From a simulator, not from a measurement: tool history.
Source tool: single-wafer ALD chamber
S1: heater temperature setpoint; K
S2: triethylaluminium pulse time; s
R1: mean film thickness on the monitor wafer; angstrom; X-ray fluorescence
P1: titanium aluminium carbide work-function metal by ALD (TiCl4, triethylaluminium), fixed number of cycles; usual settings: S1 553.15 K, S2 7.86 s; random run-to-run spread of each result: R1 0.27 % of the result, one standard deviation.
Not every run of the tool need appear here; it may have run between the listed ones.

Run 1, day 0.375: S1 553.15 K, S2 7.86 s. Result: R1 17.866 angstrom.
Run 2, day 0.667: S1 553.15 K, S2 7.86 s. Result: R1 17.936 angstrom.
Run 3, day 0.962: S1 553.15 K, S2 7.86 s. Result: R1 17.815 angstrom.
At day 1.054: thermocouple changed; heater temperature recalibrated.
Run 4, day 1.204: S1 553.15 K, S2 7.86 s. Result: R1 17.881 angstrom.
Run 5, day 1.621: S1 571.15 K, S2 3.84 s. Result: R1 15.172 angstrom.
Run 6, day 2.092: S1 553.15 K, S2 2.95 s. Result: R1 12.242 angstrom.
Run 7, day 2.408: S1 528.15 K, S2 7.86 s. Result: R1 15.774 angstrom.
Run 8, day 2.917: S1 577.15 K, S2 7.86 s. Result: R1 19.935 angstrom.
Run 9, day 3.283: S1 553.15 K, S2 11.36 s. Result: R1 18.837 angstrom.
Run 10, day 3.625: S1 553.15 K, S2 7.86 s. Result: R1 17.921 angstrom.
Run 11, day 3.867: S1 553.15 K, S2 7.86 s. Result: R1 17.816 angstrom.
Run 12, day 4.342: S1 553.15 K, S2 7.86 s. Result: R1 17.672 angstrom.
Run 13, day 4.679: S1 553.15 K, S2 7.86 s. Result: R1 17.659 angstrom.
Run 14, day 4.971: S1 553.15 K, S2 7.86 s. Result: R1 17.510 angstrom.
Run 15, day 5.196: S1 553.15 K, S2 7.86 s. Result: R1 17.537 angstrom.
Run 16, day 5.671: S1 553.15 K, S2 7.86 s. Result: R1 17.503 angstrom.
Run 17, day 5.988: S1 553.15 K, S2 7.86 s. Result: R1 17.551 angstrom.

P1 no longer gives what it gave before; its output has crept away from where it was. The following 2 causes, each at its listed size, fit the log equally well:
A: triethylaluminium dose below that of a fresh bottle (%) = 8.48
B: wafer temperature below the value expected at the setpoint (K) = 3.95
Onset of the creep was near day 3.625.

Which of the 4 check runs listed below separates the causes, so that each cause would produce a clearly different result? Each run uses one wafer, and its results are marked with question marks.
Run check 1, day 6.304: S1 553.15 K, S2 3.10 s. Result: R1 ?.
Run check 2, day 6.304: S1 577.15 K, S2 7.86 s. Result: R1 ?.
Run check 3, day 6.304: S1 574.15 K, S2 10.20 s. Result: R1 ?.
Run check 4, day 6.304: S1 530.15 K, S2 7.86 s. Result: R1 ?.

If the cause were each of the candidates in turn, the checks would give the following:
  check  result    if A    if B
check 1      R1  11.960  12.353
check 2      R1  19.550  19.580
check 3      R1  20.220  20.088
check 4      R1  15.701  15.676
Smallest distance between any two causes, each pair judged by its most separating result, in per cent: check 1 3.23 %; check 2 0.15 %; check 3 0.65 %; check 4 0.16 %
Of the check runs offered, only check 1 discriminates between the causes; the rest would read about the same regardless of which cause applies.

Check 1 was then run and gave: R1 12.301 angstrom. Which cause is it?

Of the candidate causes, it is B: wafer temperature below the value expected at the setpoint (K).

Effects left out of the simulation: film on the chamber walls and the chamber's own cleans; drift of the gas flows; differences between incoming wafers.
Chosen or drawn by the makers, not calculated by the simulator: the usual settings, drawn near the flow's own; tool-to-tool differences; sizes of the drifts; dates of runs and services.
